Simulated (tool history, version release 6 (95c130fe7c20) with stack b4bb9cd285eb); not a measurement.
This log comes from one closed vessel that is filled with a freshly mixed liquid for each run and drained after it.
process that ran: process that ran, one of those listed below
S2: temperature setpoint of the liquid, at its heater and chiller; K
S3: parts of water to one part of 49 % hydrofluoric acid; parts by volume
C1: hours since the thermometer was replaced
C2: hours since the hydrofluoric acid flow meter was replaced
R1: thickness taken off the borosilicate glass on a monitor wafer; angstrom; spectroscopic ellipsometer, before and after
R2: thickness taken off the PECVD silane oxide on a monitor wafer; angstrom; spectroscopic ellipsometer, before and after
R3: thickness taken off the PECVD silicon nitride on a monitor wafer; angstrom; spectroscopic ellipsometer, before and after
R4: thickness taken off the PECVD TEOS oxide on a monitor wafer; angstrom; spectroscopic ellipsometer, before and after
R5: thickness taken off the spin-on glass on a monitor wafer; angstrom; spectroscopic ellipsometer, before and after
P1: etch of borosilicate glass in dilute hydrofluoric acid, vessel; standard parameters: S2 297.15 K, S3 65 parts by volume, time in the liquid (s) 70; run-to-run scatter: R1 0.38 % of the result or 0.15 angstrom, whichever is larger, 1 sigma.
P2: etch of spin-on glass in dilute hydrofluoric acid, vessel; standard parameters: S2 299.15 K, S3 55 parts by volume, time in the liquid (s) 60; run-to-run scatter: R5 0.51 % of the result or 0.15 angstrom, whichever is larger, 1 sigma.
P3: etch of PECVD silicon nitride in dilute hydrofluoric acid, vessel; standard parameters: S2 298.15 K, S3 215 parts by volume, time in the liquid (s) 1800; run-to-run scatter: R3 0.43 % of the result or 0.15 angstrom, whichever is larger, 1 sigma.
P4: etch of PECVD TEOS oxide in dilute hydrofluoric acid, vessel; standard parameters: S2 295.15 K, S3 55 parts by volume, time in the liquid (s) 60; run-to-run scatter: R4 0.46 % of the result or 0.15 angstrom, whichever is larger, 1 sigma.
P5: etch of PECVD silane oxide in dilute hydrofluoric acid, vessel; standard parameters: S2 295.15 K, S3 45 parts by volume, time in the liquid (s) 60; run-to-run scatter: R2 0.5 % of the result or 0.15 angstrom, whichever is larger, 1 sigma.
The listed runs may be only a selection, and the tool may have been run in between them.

{"run": 1, "hour": 6.4, "process that ran": "P1", "S2": 297.15, "S3": 65, "time in the liquid (s)": 70, "C1": 581.0, "C2": 648.4, "R1": 264.59}
{"run": 2, "hour": 14.2, "process that ran": "P5", "S2": 295.15, "S3": 25, "time in the liquid (s)": 60, "C1": 588.8, "C2": 656.2, "R2": 1094.1}
{"run": 3, "hour": 19.6, "process that ran": "P1", "S2": 297.15, "S3": 100, "time in the liquid (s)": 70, "C1": 594.2, "C2": 661.6, "R1": 162.81}
{"run": 4, "hour": 27.1, "process that ran": "P1", "S2": 297.15, "S3": 65, "time in the liquid (s)": 70, "C1": 601.7, "C2": 669.1, "R1": 265.66}
{"run": 5, "hour": 32.5, "process that ran": "P3", "S2": 298.15, "S3": 380, "time in the liquid (s)": 1800, "C1": 607.1, "C2": 674.5, "R3": 177.87}
{"run": 6, "hour": 40.3, "process that ran": "P1", "S2": 297.15, "S3": 65, "time in the liquid (s)": 70, "C1": 614.9, "C2": 682.3, "R1": 265.34}
{"run": 7, "hour": 47.1, "process that ran": "P1", "S2": 297.15, "S3": 35, "time in the liquid (s)": 70, "C1": 621.7, "C2": 689.1, "R1": 511.93}
{"run": 8, "hour": 51.9, "process that ran": "P4", "S2": 295.15, "S3": 55, "time in the liquid (s)": 60, "C1": 626.5, "C2": 693.9, "R4": 305.11}
{"run": 9, "hour": 58.9, "process that ran": "P3", "S2": 298.15, "S3": 215, "time in the liquid (s)": 1800, "C1": 633.5, "C2": 700.9, "R3": 313.83}
{"run": 10, "hour": 63.2, "process that ran": "P1", "S2": 290.15, "S3": 65, "time in the liquid (s)": 70, "C1": 637.8, "C2": 705.2, "R1": 197.5}
{"run": 11, "hour": 72.0, "process that ran": "P5", "S2": 295.15, "S3": 45, "time in the liquid (s)": 30, "C1": 646.6, "C2": 714.0, "R2": 296.09}
{"run": 12, "hour": 77.9, "process that ran": "P2", "S2": 299.15, "S3": 55, "time in the liquid (s)": 60, "C1": 652.5, "C2": 719.9, "R5": 424.64}
{"run": 13, "hour": 85.7, "process that ran": "P2", "S2": 299.15, "S3": 55, "time in the liquid (s)": 60, "C1": 660.3, "C2": 727.7, "R5": 427.02}
{"run": 14, "hour": 94.0, "process that ran": "P2", "S2": 299.15, "S3": 55, "time in the liquid (s)": 30, "C1": 668.6, "C2": 736.0, "R5": 212.41}
{"run": 15, "hour": 99.5, "process that ran": "P5", "S2": 295.15, "S3": 45, "time in the liquid (s)": 60, "C1": 674.1, "C2": 741.5, "R2": 589.69}
{"run": 16, "hour": 105.5, "process that ran": "P1", "S2": 290.65, "S3": 20, "time in the liquid (s)": 70, "C1": 680.1, "C2": 747.5, "R1": 690.54}
{"run": 17, "hour": 112.6, "process that ran": "P1", "S2": 297.15, "S3": 65, "time in the liquid (s)": 30, "C1": 687.2, "C2": 754.6, "R1": 113.67}
{"run": 18, "hour": 120.0, "process that ran": "P4", "S2": 295.15, "S3": 100, "time in the liquid (s)": 60, "C1": 694.6, "C2": 762.0, "R4": 157.86}
{"run": 19, "hour": 127.1, "process that ran": "P2", "S2": 291.65, "S3": 55, "time in the liquid (s)": 60, "C1": 701.7, "C2": 769.1, "R5": 312.73}
{"run": 20, "hour": 132.5, "process that ran": "P1", "S2": 297.15, "S3": 65, "time in the liquid (s)": 70, "C1": 707.1, "C2": 774.5, "R1": 264.35}
{"run": 21, "hour": 136.4, "process that ran": "P1", "S2": 297.15, "S3": 65, "time in the liquid (s)": 70, "C1": 711.0, "C2": 778.4, "R1": 265.33}
{"run": 22, "hour": 143.6, "process that ran": "P2", "S2": 299.15, "S3": 100, "time in the liquid (s)": 60, "C1": 718.2, "C2": 785.6, "R5": 220.32}
{"hour": 144.1, "done": "hydrofluoric acid flow meter replaced"}
{"run": 23, "hour": 150.7, "process that ran": "P1", "S2": 302.65, "S3": 65, "time in the liquid (s)": 70, "C1": 725.3, "C2": 6.6, "R1": 328.41}
{"run": 24, "hour": 155.3, "process that ran": "P4", "S2": 295.15, "S3": 55, "time in the liquid (s)": 30, "C1": 729.9, "C2": 11.2, "R4": 150.47}
{"run": 25, "hour": 161.6, "process that ran": "P3", "S2": 298.15, "S3": 215, "time in the liquid (s)": 2940, "C1": 736.2, "C2": 17.5, "R3": 514.1}
{"run": 26, "hour": 168.8, "process that ran": "P1", "S2": 297.15, "S3": 65, "time in the liquid (s)": 135, "C1": 743.4, "C2": 24.7, "R1": 511.16}
{"run": 27, "hour": 173.8, "process that ran": "P5", "S2": 295.15, "S3": 45, "time in the liquid (s)": 60, "C1": 748.4, "C2": 29.7, "R2": 596.36}
{"run": 28, "hour": 178.2, "process that ran": "P5", "S2": 290.15, "S3": 45, "time in the liquid (s)": 60, "C1": 752.8, "C2": 34.1, "R2": 475.62}
{"run": 29, "hour": 184.4, "process that ran": "P1", "S2": 297.15, "S3": 65, "time in the liquid (s)": 70, "C1": 759.0, "C2": 40.3, "R1": 265.56}
{"run": 30, "hour": 189.1, "process that ran": "P3", "S2": 291.65, "S3": 215, "time in the liquid (s)": 1800, "C1": 763.7, "C2": 45.0, "R3": 206.97}
{"run": 31, "hour": 193.1, "process that ran": "P4", "S2": 290.15, "S3": 55, "time in the liquid (s)": 60, "C1": 767.7, "C2": 49.0, "R4": 244.18}
{"run": 32, "hour": 201.6, "process that ran": "P1", "S2": 297.15, "S3": 65, "time in the liquid (s)": 70, "C1": 776.2, "C2": 57.5, "R1": 263.25}
{"run": 33, "hour": 208.5, "process that ran": "P1", "S2": 297.15, "S3": 65, "time in the liquid (s)": 70, "C1": 783.1, "C2": 64.4, "R1": 256.13}
{"run": 34, "hour": 215.6, "process that ran": "P1", "S2": 297.15, "S3": 65, "time in the liquid (s)": 70, "C1": 790.2, "C2": 71.5, "R1": 250.91}
{"run": 35, "hour": 221.7, "process that ran": "P1", "S2": 297.15, "S3": 65, "time in the liquid (s)": 70, "C1": 796.3, "C2": 77.6, "R1": 246.97}
{"run": 36, "hour": 226.6, "process that ran": "P1", "S2": 297.15, "S3": 65, "time in the liquid (s)": 70, "C1": 801.2, "C2": 82.5, "R1": 244.91}
{"run": 37, "hour": 233.1, "process that ran": "P1", "S2": 297.15, "S3": 65, "time in the liquid (s)": 70, "C1": 807.7, "C2": 89.0, "R1": 244.35}
{"run": 38, "hour": 241.1, "process that ran": "P1", "S2": 297.15, "S3": 65, "time in the liquid (s)": 70, "C1": 815.7, "C2": 97.0, "R1": 241.84}
{"run": 39, "hour": 245.3, "process that ran": "P1", "S2": 297.15, "S3": 65, "time in the liquid (s)": 70, "C1": 819.9, "C2": 101.2, "R1": 241.08}
{"run": 40, "hour": 250.7, "process that ran": "P1", "S2": 297.15, "S3": 65, "time in the liquid (s)": 70, "C1": 825.3, "C2": 106.6, "R1": 241.0}
{"run": 41, "hour": 258.3, "process that ran": "P1", "S2": 297.15, "S3": 65, "time in the liquid (s)": 70, "C1": 832.9, "C2": 114.2, "R1": 241.48}

The output of P1 has drifted from where it used to be. Each of the 2 causes below, taken at the size shown beside it, accounts for the log equally well:
A: hydrofluoric acid flow below the setpoint (%) = 7.87
B: liquid colder than its thermometer reads (K) = 2.18
Onset of the creep was near hour 201.6.

4 check runs are offered, one wafer each, their results left as question marks. Which one tells the causes apart?
{"run": "check 1", "hour": 265.9, "process that ran": "P2", "S2": 295.15, "S3": 55, "time in the liquid (s)": 60, "R5": "?"}
{"run": "check 2", "hour": 265.9, "process that ran": "P5", "S2": 290.15, "S3": 45, "time in the liquid (s)": 60, "R2": "?"}
{"run": "check 3", "hour": 265.9, "process that ran": "P3", "S2": 298.15, "S3": 335, "time in the liquid (s)": 1800, "R3": "?"}
{"run": "check 4", "hour": 265.9, "process that ran": "P4", "S2": 295.15, "S3": 90, "time in the liquid (s)": 60, "R4": "?"}

Outcome of each check run for each possible cause:
check=check_1 result=R5 if_A=330.14 if_B=328.92
check=check_2 result=R2 if_A=437.57 if_B=433.33
check=check_3 result=R3 if_A=186.41 if_B=177.34
check=check_4 result=R4 if_A=162.04 if_B=162.31
Distance between the nearest two causes, measured in the result of the check that separates them most: check 1 0.37 %; check 2 0.97 %; check 3 4.99 %; check 4 0.17 %
Check 3 distinguishes between the causes, while the remaining checks would return nearly the same result for all of them.

Here is what check 3 returned: R3 177.82 angstrom. Which cause is it?

It was cause B: liquid colder than its thermometer reads (K).
